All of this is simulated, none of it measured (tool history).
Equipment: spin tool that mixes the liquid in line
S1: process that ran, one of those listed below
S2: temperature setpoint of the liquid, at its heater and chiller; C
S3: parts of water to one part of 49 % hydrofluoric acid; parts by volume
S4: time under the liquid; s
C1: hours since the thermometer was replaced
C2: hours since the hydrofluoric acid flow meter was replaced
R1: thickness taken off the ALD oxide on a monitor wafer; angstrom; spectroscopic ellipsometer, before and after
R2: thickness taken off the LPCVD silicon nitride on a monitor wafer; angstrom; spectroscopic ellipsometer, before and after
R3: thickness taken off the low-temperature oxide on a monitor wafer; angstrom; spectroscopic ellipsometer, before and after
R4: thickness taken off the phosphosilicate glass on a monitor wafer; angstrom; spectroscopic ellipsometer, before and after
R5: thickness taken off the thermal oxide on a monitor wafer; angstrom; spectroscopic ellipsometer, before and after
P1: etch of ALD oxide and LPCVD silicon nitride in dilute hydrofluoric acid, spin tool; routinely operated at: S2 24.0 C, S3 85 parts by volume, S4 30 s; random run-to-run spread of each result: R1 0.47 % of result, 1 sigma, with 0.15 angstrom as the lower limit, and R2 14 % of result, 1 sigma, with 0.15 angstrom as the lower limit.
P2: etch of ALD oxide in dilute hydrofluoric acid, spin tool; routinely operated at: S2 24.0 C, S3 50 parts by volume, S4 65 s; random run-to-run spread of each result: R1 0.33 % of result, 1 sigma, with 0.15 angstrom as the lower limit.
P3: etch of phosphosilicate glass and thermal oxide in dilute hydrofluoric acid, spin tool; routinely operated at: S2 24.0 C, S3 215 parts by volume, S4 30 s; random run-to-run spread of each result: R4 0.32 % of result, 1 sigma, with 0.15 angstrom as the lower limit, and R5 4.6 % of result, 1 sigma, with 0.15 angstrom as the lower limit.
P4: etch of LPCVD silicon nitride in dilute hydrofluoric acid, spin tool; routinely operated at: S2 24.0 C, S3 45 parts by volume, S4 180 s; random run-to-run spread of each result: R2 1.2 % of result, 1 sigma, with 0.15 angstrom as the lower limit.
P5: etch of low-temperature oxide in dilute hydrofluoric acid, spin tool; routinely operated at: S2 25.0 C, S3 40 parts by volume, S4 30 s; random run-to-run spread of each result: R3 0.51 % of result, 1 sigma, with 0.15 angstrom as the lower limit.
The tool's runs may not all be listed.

run 1 hour=3.4 | S1=P1 S2=24.0 S3=85 S4=30 | C1=805.3 C2=362.7 | R1=118.560 R2=1.26390
run 2 hour=5.7 | S1=P1 S2=24.0 S3=85 S4=30 | C1=807.6 C2=365.0 | R1=117.930 R2=1.67680
run 3 hour=9.1 | S1=P1 S2=31.0 S3=85 S4=30 | C1=811.0 C2=368.4 | R1=155.750 R2=3.44000
run 4 hour=11.2 | S1=P4 S2=31.5 S3=45 S4=180 | C1=813.1 C2=370.5 | R2=29.19400
run 5 hour=14.2 | S1=P1 S2=24.0 S3=85 S4=15 | C1=816.1 C2=373.5 | R1=59.076 R2=1.32780
run 6 hour=17.2 | S1=P5 S2=25.0 S3=40 S4=30 | C1=819.1 C2=376.5 | R3=291.57
run 7 hour=21.1 | S1=P5 S2=25.0 S3=40 S4=45 | C1=823.0 C2=380.4 | R3=441.65
run 8 hour=23.4 | S1=P2 S2=30.0 S3=50 S4=65 | C1=825.3 C2=382.7 | R1=263.770
run 9 hour=26.7 | S1=P2 S2=24.0 S3=90 S4=65 | C1=828.6 C2=386.0 | R1=108.670
run 10 hour=29.8 | S1=P1 S2=17.0 S3=85 S4=15 | C1=831.7 C2=389.1 | R1=44.540 R2=0.67717
run 11 hour=32.6 | S1=P3 S2=24.0 S3=215 S4=55 | C1=834.5 C2=391.9 | R4=429.71 R5=10.2300
run 12 hour=35.3 | S1=P1 S2=24.0 S3=85 S4=30 | C1=837.2 C2=394.6 | R1=117.620 R2=1.93540
run 13 hour=39.6 | S1=P1 S2=24.0 S3=85 S4=30 | C1=841.5 C2=398.9 | R1=117.970 R2=1.99140
run 14 hour=41.9 | S1=P4 S2=24.0 S3=75 S4=180 | C1=843.8 C2=401.2 | R2=11.29500
run 15 hour=45.9 | S1=P4 S2=24.0 S3=45 S4=290 | C1=847.8 C2=405.2 | R2=29.98100
run 16 hour=49.5 | S1=P5 S2=25.0 S3=40 S4=30 | C1=851.4 C2=408.8 | R3=292.50
run 17 hour=52.0 | S1=P5 S2=25.0 S3=20 S4=30 | C1=853.9 C2=411.3 | R3=597.62
run 18 hour=55.6 | S1=P2 S2=24.0 S3=50 S4=65 | C1=857.5 C2=414.9 | R1=206.310
run 19 hour=59.5 | S1=P3 S2=20.0 S3=215 S4=30 | C1=861.4 C2=418.8 | R4=201.11 R5=5.5839
run 20 hour=61.4 | S1=P4 S2=24.0 S3=45 S4=180 | C1=863.3 C2=420.7 | R2=18.26800
run 21 hour=64.8 | S1=P1 S2=24.0 S3=85 S4=30 | C1=866.7 C2=424.1 | R1=117.340 R2=2.36040
run 22 hour=68.2 | S1=P4 S2=24.0 S3=45 S4=180 | C1=870.1 C2=427.5 | R2=18.10700
run 23 hour=70.4 | S1=P2 S2=24.0 S3=50 S4=115 | C1=872.3 C2=429.7 | R1=365.440
run 24 hour=72.6 | S1=P1 S2=24.0 S3=145 S4=30 | C1=874.5 C2=431.9 | R1=64.112 R2=0.93602
run 25 hour=75.7 | S1=P1 S2=24.0 S3=85 S4=55 | C1=877.6 C2=435.0 | R1=215.870 R2=3.96840
run 26 hour=79.5 | S1=P1 S2=24.0 S3=85 S4=30 | C1=881.4 C2=438.8 | R1=117.840 R2=1.75490
run 27 hour=81.7 | S1=P5 S2=33.0 S3=40 S4=30 | C1=883.6 C2=441.0 | R3=400.99
run 28 hour=84.0 | S1=P3 S2=24.0 S3=95 S4=30 | C1=885.9 C2=443.3 | R4=605.59 R5=15.2180
run 29 hour=86.2 | S1=P1 S2=24.0 S3=40 S4=30 | C1=888.1 C2=445.5 | R1=267.610 R2=3.70980
run 30 hour=89.6 | S1=P1 S2=30.0 S3=85 S4=15 | C1=891.5 C2=448.9 | R1=74.514 R2=1.52380
run 31 hour=93.3 | S1=P1 S2=24.0 S3=50 S4=15 | C1=895.2 C2=452.6 | R1=104.710 R2=2.01540
run 32 hour=95.9 | S1=P1 S2=24.0 S3=85 S4=30 | C1=897.8 C2=455.2 | R1=117.260 R2=2.17240
run 33 hour=99.7 | S1=P3 S2=24.0 S3=215 S4=30 | C1=901.6 C2=459.0 | R4=235.81 R5=5.9927
run 34 hour=102.5 | S1=P1 S2=19.0 S3=85 S4=30 | C1=904.4 C2=461.8 | R1=95.843 R2=0.98654
run 35 hour=104.9 | S1=P1 S2=24.0 S3=85 S4=30 | C1=906.8 C2=464.2 | R1=117.540 R2=2.04320
run 36 hour=109.0 | S1=P1 S2=24.0 S3=85 S4=30 | C1=910.9 C2=468.3 | R1=113.470 R2=1.52340
run 37 hour=111.1 | S1=P1 S2=24.0 S3=85 S4=30 | C1=913.0 C2=470.4 | R1=110.800 R2=1.63500
run 38 hour=114.6 | S1=P1 S2=24.0 S3=85 S4=30 | C1=916.5 C2=473.9 | R1=110.240 R2=2.34430
run 39 hour=118.3 | S1=P1 S2=24.0 S3=85 S4=30 | C1=920.2 C2=477.6 | R1=109.060 R2=2.17800
run 40 hour=121.0 | S1=P1 S2=24.0 S3=85 S4=30 | C1=922.9 C2=480.3 | R1=107.860 R2=1.98020
run 41 hour=124.6 | S1=P1 S2=24.0 S3=85 S4=30 | C1=926.5 C2=483.9 | R1=108.630 R2=1.24930
run 42 hour=128.8 | S1=P1 S2=24.0 S3=85 S4=30 | C1=930.7 C2=488.1 | R1=108.360 R2=1.52590

P1 no longer gives what it gave before; its output has crept away from where it was. The following 2 causes, each at its listed size, fit the log equally well:
A: hydrofluoric acid flow below the setpoint (%) = 7.18
B: liquid colder than its thermometer reads (K) = 2.05
Onset of the creep was near hour 104.9.

4 check runs are offered, each on 5 wafers whose results are averaged, their results left as question marks. Which one tells the causes apart?
run check 1 hour=133.0 | S1=P2 S2=24.0 S3=75 S4=115 | R1=?
run check 2 hour=133.0 | S1=P5 S2=32.0 S3=25 S4=30 | R3=?
run check 3 hour=133.0 | S1=P3 S2=24.0 S3=105 S4=45 | R4=? R5=?
run check 4 hour=133.0 | S1=P4 S2=24.0 S3=75 S4=180 | R2=?

If the cause were each of the candidates in turn, the checks would give the following:
check=check_1 result=R1 if_A=217.260 if_B=216.910
check=check_2 result=R3 if_A=585.02 if_B=582.52
check=check_3 result=R4 if_A=749.16 if_B=751.14
check=check_3 result=R5 if_A=18.9390 if_B=18.9890
check=check_4 result=R2 if_A=10.41800 if_B=9.76870
How far apart the two closest causes lie, in the result that separates them most: check 1 0.16 %; check 2 0.43 %; check 3 0.26 %; check 4 6.44 %
Check 4 is the one run that separates the causes; every other check would come out nearly the same whichever cause is at work.

Check 4 was then run and gave: R2 10.37400 angstrom. Which cause is it?

A is the cause: hydrofluoric acid flow below the setpoint (%).
